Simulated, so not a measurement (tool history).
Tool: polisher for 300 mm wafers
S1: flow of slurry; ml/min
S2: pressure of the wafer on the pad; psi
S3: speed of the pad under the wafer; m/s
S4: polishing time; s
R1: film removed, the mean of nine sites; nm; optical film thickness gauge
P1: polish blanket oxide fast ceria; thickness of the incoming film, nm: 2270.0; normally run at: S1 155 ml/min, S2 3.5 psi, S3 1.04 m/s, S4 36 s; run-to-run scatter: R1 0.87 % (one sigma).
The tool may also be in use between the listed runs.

| run | hour | S1 | S2 | S3 | S4 | R1 |
|---|---|---|---|---|---|---|
| 1 | 4.6 | 155 | 3.5 | 1.04 | 36 | 722.85 |
| 2 | 9.2 | 155 | 3.5 | 0.5 | 36 | 347.23 |
| 3 | 12.1 | 155 | 3.5 | 1.04 | 36 | 724.45 |
|  | 14.6 | slurry nozzle cleaned |
| 4 | 15.6 | 155 | 3.5 | 0.76 | 54 | 795.44 |
| 5 | 19.1 | 155 | 3.5 | 1.04 | 36 | 712.01 |
| 6 | 21.7 | 155 | 3.5 | 1.04 | 36 | 731.45 |
| 7 | 25.9 | 155 | 5.1 | 1.04 | 36 | 1059.6 |
| 8 | 28.5 | 95 | 3.5 | 1.5 | 36 | 943.01 |
| 9 | 32.8 | 95 | 3.5 | 1.04 | 36 | 647.65 |
| 10 | 36.2 | 155 | 3.5 | 1.04 | 20 | 398.43 |
| 11 | 38.5 | 155 | 3.5 | 1.04 | 36 | 724.94 |
| 12 | 41.2 | 155 | 3.5 | 1.04 | 36 | 728.07 |
| 13 | 44.1 | 155 | 3.5 | 1.04 | 57 | 1150.5 |
| 14 | 47.2 | 240 | 3.5 | 1.04 | 36 | 762.78 |
| 15 | 49.9 | 155 | 3.5 | 1.62 | 36 | 1144.7 |
| 16 | 53 | 155 | 2 | 1.04 | 36 | 419.18 |
| 17 | 57.4 | 155 | 3.5 | 1.04 | 36 | 726.14 |
| 18 | 60.8 | 155 | 3.5 | 1.04 | 36 | 707.06 |
| 19 | 65.4 | 155 | 3.5 | 1.04 | 36 | 683.14 |
| 20 | 69.5 | 155 | 3.5 | 1.04 | 36 | 671.04 |
| 21 | 72.9 | 155 | 3.5 | 1.04 | 36 | 674.74 |
| 22 | 75.6 | 155 | 3.5 | 1.04 | 36 | 663.59 |
|  | 75.7 | head pressure recalibrated |
| 23 | 80.2 | 155 | 3.5 | 1.04 | 36 | 672.68 |
| 24 | 84.8 | 155 | 3.5 | 1.04 | 36 | 656.83 |
| 25 | 88.7 | 155 | 3.5 | 1.04 | 36 | 650.36 |

What P1 gives has crept away from where it was. These 2 causes fit the log equally well, each at the size given:
A: removal rate lost through wear of the pad, % = 9.4
B: slurry flow missing at the pad, % = 37.6
The creep began at about hour 57.4.
Why every other cause is out:
head's pressure below its setpoint, %: serviced at hour 75.7, which brought nothing back

4 check runs are offered, each on 5 wafers whose results are averaged, their results left as question marks. Which one tells the causes apart?
| check 1 | 92.6 | 240 | 3.5 | 1.04 | 36 | ? |
| check 2 | 92.6 | 155 | 4.4 | 1.6 | 36 | ? |
| check 3 | 92.6 | 155 | 3.5 | 1.24 | 36 | ? |
| check 4 | 92.6 | 155 | 2.4 | 1.04 | 36 | ? |

What each check would give under each cause:
| check | result | if A | if B |
|---|---|---|---|
| check 1 | R1 | 697.68 | 720.87 |
| check 2 | R1 | 1270.6 | 1270.6 |
| check 3 | R1 | 783.28 | 783.27 |
| check 4 | R1 | 450.47 | 450.47 |
How far apart the two closest causes lie, in the result that separates them most: check 1 3.27 %; check 2 0 %; check 3 0 %; check 4 0 %
Only check 1 tells the causes apart: in the others they would give nearly the same result.

Then check 1 was run and gave: R1 722.46 nm. Which cause is it?

It is B: slurry flow missing at the pad, %.
